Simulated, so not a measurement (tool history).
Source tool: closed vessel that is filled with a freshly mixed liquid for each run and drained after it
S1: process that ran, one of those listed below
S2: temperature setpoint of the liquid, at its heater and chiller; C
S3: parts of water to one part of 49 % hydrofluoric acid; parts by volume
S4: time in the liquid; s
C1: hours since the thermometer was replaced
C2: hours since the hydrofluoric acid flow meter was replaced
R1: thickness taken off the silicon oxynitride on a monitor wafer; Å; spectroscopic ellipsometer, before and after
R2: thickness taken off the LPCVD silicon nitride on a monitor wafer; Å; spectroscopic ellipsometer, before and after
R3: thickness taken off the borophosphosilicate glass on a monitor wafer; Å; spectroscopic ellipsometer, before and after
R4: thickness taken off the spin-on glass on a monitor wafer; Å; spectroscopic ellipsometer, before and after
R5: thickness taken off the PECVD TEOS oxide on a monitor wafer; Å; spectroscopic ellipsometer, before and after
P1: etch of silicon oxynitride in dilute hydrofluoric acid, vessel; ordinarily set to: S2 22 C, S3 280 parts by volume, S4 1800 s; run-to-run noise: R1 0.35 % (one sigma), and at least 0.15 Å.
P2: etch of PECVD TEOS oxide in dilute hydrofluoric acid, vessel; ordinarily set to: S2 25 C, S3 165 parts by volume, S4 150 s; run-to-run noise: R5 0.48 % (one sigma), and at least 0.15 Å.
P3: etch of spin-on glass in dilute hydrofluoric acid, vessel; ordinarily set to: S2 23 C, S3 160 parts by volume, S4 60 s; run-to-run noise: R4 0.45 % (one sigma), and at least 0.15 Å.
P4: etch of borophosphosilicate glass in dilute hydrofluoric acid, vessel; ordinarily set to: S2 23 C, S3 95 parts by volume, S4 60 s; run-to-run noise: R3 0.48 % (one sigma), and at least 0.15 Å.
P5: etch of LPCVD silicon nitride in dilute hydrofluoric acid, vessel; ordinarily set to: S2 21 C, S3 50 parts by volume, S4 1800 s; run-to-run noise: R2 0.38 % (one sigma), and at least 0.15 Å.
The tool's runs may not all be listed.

run,hour,S1,S2,S3,S4,C1,C2,R1,R2,R3,R4,R5
1,2.8,P1,22,280,1800,729.2,1330.3,75.869,,,,
2,6.8,P5,21,50,1800,733.2,1334.3,,155.12,,,
3,11.9,P4,30,95,60,738.3,1339.4,,,369.68,,
4,14.5,P1,28.5,280,440,740.9,1342,24.627,,,,
5,19.1,P1,22,280,1800,745.5,1346.6,76.136,,,,
6,23.1,P4,23,95,90,749.5,1350.6,,,421.53,,
7,27.7,P3,23,160,115,754.1,1355.2,,,,268.87,
8,31.9,P1,22,280,1800,758.3,1359.4,76.035,,,,
9,37.3,P2,25,165,30,763.7,1364.8,,,,,31.62
10,40.1,P1,29,110,1800,766.5,1367.6,301.33,,,,
11,44.9,P4,23,25,60,771.3,1372.4,,,1178.8,,
12,50.3,P1,22,280,1800,776.7,1377.8,76.333,,,,
13,53.6,P5,21,50,3490,780,1381.1,,299.75,,,
14,58.2,P1,25.5,280,1800,784.6,1385.7,88.427,,,,
15,61.4,P2,25,165,150,787.8,1388.9,,,,,156.89
16,66.7,P3,17,160,60,793.1,1394.2,,,,110.7,
17,69.8,P1,22,280,3380,796.2,1397.3,143.47,,,,
18,74.7,P5,29,50,1800,801.1,1402.2,,262.86,,,
19,78.9,P1,22,435,1800,805.3,1406.4,44.255,,,,
20,83.3,P3,23,160,60,809.7,1410.8,,,,139.75,
21,86.5,P3,23,30,60,812.9,1414,,,,876.72,
22,90.4,P1,17,280,1800,816.8,1417.9,60.989,,,,

Run 23 comes next. What will it give?
23,94.7,P5,21,20,1800,821.1,1422.2,,?,,,

Logged for run 23: R2 374.71 Å.
